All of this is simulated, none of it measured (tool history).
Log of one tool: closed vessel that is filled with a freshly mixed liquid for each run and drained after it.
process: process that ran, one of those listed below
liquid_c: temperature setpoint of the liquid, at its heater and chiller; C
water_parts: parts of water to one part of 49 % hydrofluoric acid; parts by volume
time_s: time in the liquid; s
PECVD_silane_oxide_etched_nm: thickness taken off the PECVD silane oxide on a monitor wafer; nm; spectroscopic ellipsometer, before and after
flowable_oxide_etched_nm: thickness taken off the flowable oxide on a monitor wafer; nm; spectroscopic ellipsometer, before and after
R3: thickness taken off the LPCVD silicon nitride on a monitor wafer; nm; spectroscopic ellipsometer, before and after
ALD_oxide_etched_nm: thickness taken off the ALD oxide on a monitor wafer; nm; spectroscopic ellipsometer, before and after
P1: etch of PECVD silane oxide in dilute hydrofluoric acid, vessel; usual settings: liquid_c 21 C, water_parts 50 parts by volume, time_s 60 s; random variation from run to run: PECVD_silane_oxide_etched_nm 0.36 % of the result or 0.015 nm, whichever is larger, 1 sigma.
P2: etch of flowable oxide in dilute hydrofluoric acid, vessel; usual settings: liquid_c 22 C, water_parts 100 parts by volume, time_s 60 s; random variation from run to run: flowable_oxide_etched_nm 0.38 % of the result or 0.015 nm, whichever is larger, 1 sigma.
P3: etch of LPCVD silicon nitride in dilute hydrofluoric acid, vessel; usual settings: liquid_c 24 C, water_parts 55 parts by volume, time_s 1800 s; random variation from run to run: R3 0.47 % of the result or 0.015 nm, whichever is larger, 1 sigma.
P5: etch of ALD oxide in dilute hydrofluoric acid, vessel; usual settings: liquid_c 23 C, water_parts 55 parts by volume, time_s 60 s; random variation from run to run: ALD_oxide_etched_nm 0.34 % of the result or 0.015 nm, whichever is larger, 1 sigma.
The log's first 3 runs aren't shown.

{"run": 4, "day": 0.454, "process": "P1", "liquid_c": 29, "water_parts": 50, "time_s": 60, "PECVD_silane_oxide_etched_nm": 35.425}
{"run": 5, "day": 0.6, "process": "P2", "liquid_c": 22, "water_parts": 100, "time_s": 60, "flowable_oxide_etched_nm": 19.348}
{"run": 6, "day": 0.7, "process": "P1", "liquid_c": 21, "water_parts": 20, "time_s": 60, "PECVD_silane_oxide_etched_nm": 66.041}
{"run": 7, "day": 0.908, "process": "P1", "liquid_c": 21, "water_parts": 50, "time_s": 60, "PECVD_silane_oxide_etched_nm": 25.603}
{"run": 8, "day": 1.038, "process": "P1", "liquid_c": 21, "water_parts": 50, "time_s": 60, "PECVD_silane_oxide_etched_nm": 25.309}
{"run": 9, "day": 1.138, "process": "P3", "liquid_c": 24, "water_parts": 100, "time_s": 1800, "R3": 8.4539}
{"run": 10, "day": 1.254, "process": "P1", "liquid_c": 28, "water_parts": 25, "time_s": 60, "PECVD_silane_oxide_etched_nm": 70.67}
{"run": 11, "day": 1.4, "process": "P5", "liquid_c": 23, "water_parts": 55, "time_s": 60, "ALD_oxide_etched_nm": 27.162}
{"run": 12, "day": 1.538, "process": "P1", "liquid_c": 21, "water_parts": 50, "time_s": 60, "PECVD_silane_oxide_etched_nm": 25.533}
{"run": 13, "day": 1.696, "process": "P3", "liquid_c": 17.5, "water_parts": 55, "time_s": 1800, "R3": 9.7941}
{"run": 14, "day": 1.821, "process": "P1", "liquid_c": 21, "water_parts": 50, "time_s": 30, "PECVD_silane_oxide_etched_nm": 12.648}
{"run": 15, "day": 1.921, "process": "P2", "liquid_c": 18, "water_parts": 100, "time_s": 60, "flowable_oxide_etched_nm": 16.278}
{"run": 16, "day": 2.058, "process": "P1", "liquid_c": 21, "water_parts": 85, "time_s": 30, "PECVD_silane_oxide_etched_nm": 7.2301}
{"run": 17, "day": 2.208, "process": "P1", "liquid_c": 21, "water_parts": 50, "time_s": 60, "PECVD_silane_oxide_etched_nm": 25.348}
{"run": 18, "day": 2.321, "process": "P5", "liquid_c": 28, "water_parts": 55, "time_s": 60, "ALD_oxide_etched_nm": 33.087}
{"run": 19, "day": 2.521, "process": "P3", "liquid_c": 24, "water_parts": 55, "time_s": 3075, "R3": 26.074}
{"run": 20, "day": 2.725, "process": "P5", "liquid_c": 23, "water_parts": 35, "time_s": 60, "ALD_oxide_etched_nm": 43.504}
{"run": 21, "day": 2.862, "process": "P1", "liquid_c": 21, "water_parts": 50, "time_s": 60, "PECVD_silane_oxide_etched_nm": 25.279}
{"run": 22, "day": 2.958, "process": "P3", "liquid_c": 24, "water_parts": 55, "time_s": 1800, "R3": 15.352}

Run 23 comes next. What will it give?
{"run": 23, "day": 3.05, "process": "P5", "liquid_c": 23, "water_parts": 55, "time_s": 30, "ALD_oxide_etched_nm": "?"}

ALD_oxide_etched_nm: 13.575 nm
